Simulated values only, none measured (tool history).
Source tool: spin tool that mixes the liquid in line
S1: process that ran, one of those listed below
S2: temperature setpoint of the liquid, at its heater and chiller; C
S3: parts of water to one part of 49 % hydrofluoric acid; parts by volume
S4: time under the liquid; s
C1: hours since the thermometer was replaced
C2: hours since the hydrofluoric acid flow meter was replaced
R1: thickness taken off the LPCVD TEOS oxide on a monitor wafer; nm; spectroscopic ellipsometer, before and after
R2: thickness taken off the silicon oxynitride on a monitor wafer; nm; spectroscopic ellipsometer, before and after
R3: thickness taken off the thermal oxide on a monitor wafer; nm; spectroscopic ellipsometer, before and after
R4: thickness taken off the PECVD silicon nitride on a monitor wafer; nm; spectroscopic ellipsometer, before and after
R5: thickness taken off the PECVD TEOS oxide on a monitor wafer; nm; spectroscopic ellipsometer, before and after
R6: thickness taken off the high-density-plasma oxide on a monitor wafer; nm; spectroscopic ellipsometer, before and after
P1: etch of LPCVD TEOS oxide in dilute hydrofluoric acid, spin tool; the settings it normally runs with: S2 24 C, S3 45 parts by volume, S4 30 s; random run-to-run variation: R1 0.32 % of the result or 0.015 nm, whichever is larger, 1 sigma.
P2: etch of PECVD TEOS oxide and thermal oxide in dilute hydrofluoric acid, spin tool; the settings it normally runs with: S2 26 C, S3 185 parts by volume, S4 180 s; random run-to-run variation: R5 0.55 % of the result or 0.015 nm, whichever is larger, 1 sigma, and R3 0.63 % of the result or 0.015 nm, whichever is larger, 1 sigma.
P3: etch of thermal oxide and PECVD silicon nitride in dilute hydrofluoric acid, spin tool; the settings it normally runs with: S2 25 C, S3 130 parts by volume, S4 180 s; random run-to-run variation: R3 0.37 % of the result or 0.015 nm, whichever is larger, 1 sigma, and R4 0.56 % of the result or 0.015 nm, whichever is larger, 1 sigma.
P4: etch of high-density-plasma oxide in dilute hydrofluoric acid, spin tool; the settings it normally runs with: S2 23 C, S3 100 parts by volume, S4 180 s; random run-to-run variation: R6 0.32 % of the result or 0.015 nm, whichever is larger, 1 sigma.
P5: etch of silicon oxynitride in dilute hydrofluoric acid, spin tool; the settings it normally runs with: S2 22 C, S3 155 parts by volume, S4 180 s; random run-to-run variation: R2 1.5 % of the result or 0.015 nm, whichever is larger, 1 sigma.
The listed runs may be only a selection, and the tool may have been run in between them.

run   hour  S1    S2   S3   S4     C1     C2      R1       R2      R3      R4      R5      R6
  1    8.8  P1    24   45   30  531.8  139.5  20.741
  2   16.1  P5    22  155   15  539.1  146.8          0.12161
  3     27  P3    18  130  180    550  157.7                   4.8831  2.3176
  4   39.8  P1    24   45   50  562.8  170.5  34.721
  5   54.3  P2    26  185  340  577.3    185                   8.1082          40.389
  6   62.4  P4    23  100   40  585.4  193.1                                           1.9679
  7   76.5  P1    24   45   15  599.5  207.2   10.35
  8   83.3  P2    26  185  180  606.3    214                   4.3659          21.544
  9   92.4  P1    24   65   30  615.4  223.1  14.041
 10  106.7  P2    26   55  180  629.7  237.4                    17.17          85.554
 11    118  P4    23   40  180    641  248.7                                            24.03
 12  128.4  P1    24   45   30  651.4  259.1  20.794
 13    136  P5    22  155  180    659  266.7           1.4917
 14  149.9  P5  26.5  155  180  672.9  280.6           1.7702
 15  160.4  P1  17.5   45   45  683.4  291.1  23.665
 16  167.5  P2  30.5  185  180  690.5  298.2                   5.1066          25.111
 17  181.2  P1  29.5   45   30  704.2  311.9  25.894
 18  188.2  P1    24   25   30  711.2  318.9  38.498
 19  198.5  P3    25  130  180  721.5  329.2                   6.4005   3.671
 20  212.7  P5    22  250  180  735.7  343.4            0.837
 21  221.5  P3    25   50  180  744.5  352.2                   18.551  9.4993
 22  235.3  P5    22  155  180  758.3    366           1.4894
 23  243.5  P4    29  100  180  766.5  374.2                                           11.234
 24  251.9  P1    24   45   30  774.9  382.6  20.775

Run 25 comes next. What will it give?
 25  261.9  P3  25  130  85  784.9  392.6           ?   ?

R3: 3.0285 nm
R4: 1.7265 nm
